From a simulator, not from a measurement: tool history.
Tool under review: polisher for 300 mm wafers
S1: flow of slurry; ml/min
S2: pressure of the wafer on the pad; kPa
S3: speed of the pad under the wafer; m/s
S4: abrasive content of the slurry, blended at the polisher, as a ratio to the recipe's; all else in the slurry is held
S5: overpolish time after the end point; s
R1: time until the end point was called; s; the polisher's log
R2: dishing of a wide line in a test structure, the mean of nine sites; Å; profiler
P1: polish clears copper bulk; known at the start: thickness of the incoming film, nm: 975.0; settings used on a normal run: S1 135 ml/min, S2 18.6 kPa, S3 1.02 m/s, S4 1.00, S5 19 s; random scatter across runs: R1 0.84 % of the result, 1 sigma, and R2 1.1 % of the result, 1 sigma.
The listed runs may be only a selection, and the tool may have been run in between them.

{"run": 1, "hour": 6.5, "S1": 135, "S2": 18.6, "S3": 1.02, "S4": 1.0, "S5": 19, "R1": 113.25, "R2": 733.74}
{"run": 2, "hour": 16.1, "S1": 135, "S2": 18.6, "S3": 1.02, "S4": 1.0, "S5": 19, "R1": 112.86, "R2": 743.04}
{"hour": 18.5, "done": "slurry nozzle cleaned"}
{"run": 3, "hour": 27.0, "S1": 135, "S2": 25.5, "S3": 1.02, "S4": 1.0, "S5": 19, "R1": 83.031, "R2": 919.96}
{"run": 4, "hour": 38.4, "S1": 135, "S2": 18.6, "S3": 1.02, "S4": 1.35, "S5": 19, "R1": 106.08, "R2": 747.46}
{"run": 5, "hour": 45.6, "S1": 135, "S2": 23.4, "S3": 1.02, "S4": 1.0, "S5": 27, "R1": 89.779, "R2": 967.69}
{"run": 6, "hour": 51.9, "S1": 135, "S2": 18.6, "S3": 1.02, "S4": 1.0, "S5": 36, "R1": 114.56, "R2": 938.9}
{"run": 7, "hour": 62.3, "S1": 210, "S2": 18.6, "S3": 1.02, "S4": 1.0, "S5": 19, "R1": 106.0, "R2": 764.47}
{"run": 8, "hour": 68.9, "S1": 135, "S2": 18.6, "S3": 1.02, "S4": 0.55, "S5": 19, "R1": 127.43, "R2": 682.12}
{"run": 9, "hour": 74.4, "S1": 80, "S2": 18.6, "S3": 1.02, "S4": 1.0, "S5": 19, "R1": 128.57, "R2": 683.09}
{"run": 10, "hour": 81.6, "S1": 135, "S2": 18.6, "S3": 1.02, "S4": 1.0, "S5": 6, "R1": 113.6, "R2": 335.0}
{"run": 11, "hour": 89.0, "S1": 135, "S2": 18.6, "S3": 0.46, "S4": 1.0, "S5": 19, "R1": 248.78, "R2": 438.22}
{"run": 12, "hour": 95.7, "S1": 135, "S2": 18.6, "S3": 1.36, "S4": 1.0, "S5": 19, "R1": 85.011, "R2": 835.0}
{"run": 13, "hour": 102.6, "S1": 135, "S2": 18.6, "S3": 1.02, "S4": 1.0, "S5": 19, "R1": 113.84, "R2": 746.71}
{"run": 14, "hour": 114.2, "S1": 135, "S2": 9.0, "S3": 1.02, "S4": 1.0, "S5": 19, "R1": 237.22, "R2": 423.61}
{"run": 15, "hour": 125.1, "S1": 135, "S2": 18.6, "S3": 1.02, "S4": 1.0, "S5": 19, "R1": 113.5, "R2": 744.27}
{"run": 16, "hour": 135.3, "S1": 135, "S2": 18.6, "S3": 1.02, "S4": 1.0, "S5": 19, "R1": 113.99, "R2": 739.56}
{"run": 17, "hour": 145.9, "S1": 135, "S2": 18.6, "S3": 1.02, "S4": 1.0, "S5": 19, "R1": 116.49, "R2": 710.14}
{"run": 18, "hour": 154.8, "S1": 135, "S2": 18.6, "S3": 1.02, "S4": 1.0, "S5": 19, "R1": 119.7, "R2": 727.98}
{"run": 19, "hour": 161.1, "S1": 135, "S2": 18.6, "S3": 1.02, "S4": 1.0, "S5": 19, "R1": 120.79, "R2": 706.74}
{"run": 20, "hour": 170.0, "S1": 135, "S2": 18.6, "S3": 1.02, "S4": 1.0, "S5": 19, "R1": 123.85, "R2": 716.41}
{"run": 21, "hour": 176.3, "S1": 135, "S2": 18.6, "S3": 1.02, "S4": 1.0, "S5": 19, "R1": 123.51, "R2": 710.93}
{"run": 22, "hour": 186.5, "S1": 135, "S2": 18.6, "S3": 1.02, "S4": 1.0, "S5": 19, "R1": 124.21, "R2": 702.44}
{"run": 23, "hour": 192.3, "S1": 135, "S2": 18.6, "S3": 1.02, "S4": 1.0, "S5": 19, "R1": 124.29, "R2": 703.85}

Estimate the outcome of run 24 from the log above:
{"hour": 196.7, "done": "slurry blender recalibrated"}
{"run": 24, "hour": 199.0, "S1": 135, "S2": 18.6, "S3": 1.02, "S4": 1.0, "S5": 19, "R1": "?", "R2": "?"}

{"run 24": {"R1": 122.52, "R2": 702.15}}

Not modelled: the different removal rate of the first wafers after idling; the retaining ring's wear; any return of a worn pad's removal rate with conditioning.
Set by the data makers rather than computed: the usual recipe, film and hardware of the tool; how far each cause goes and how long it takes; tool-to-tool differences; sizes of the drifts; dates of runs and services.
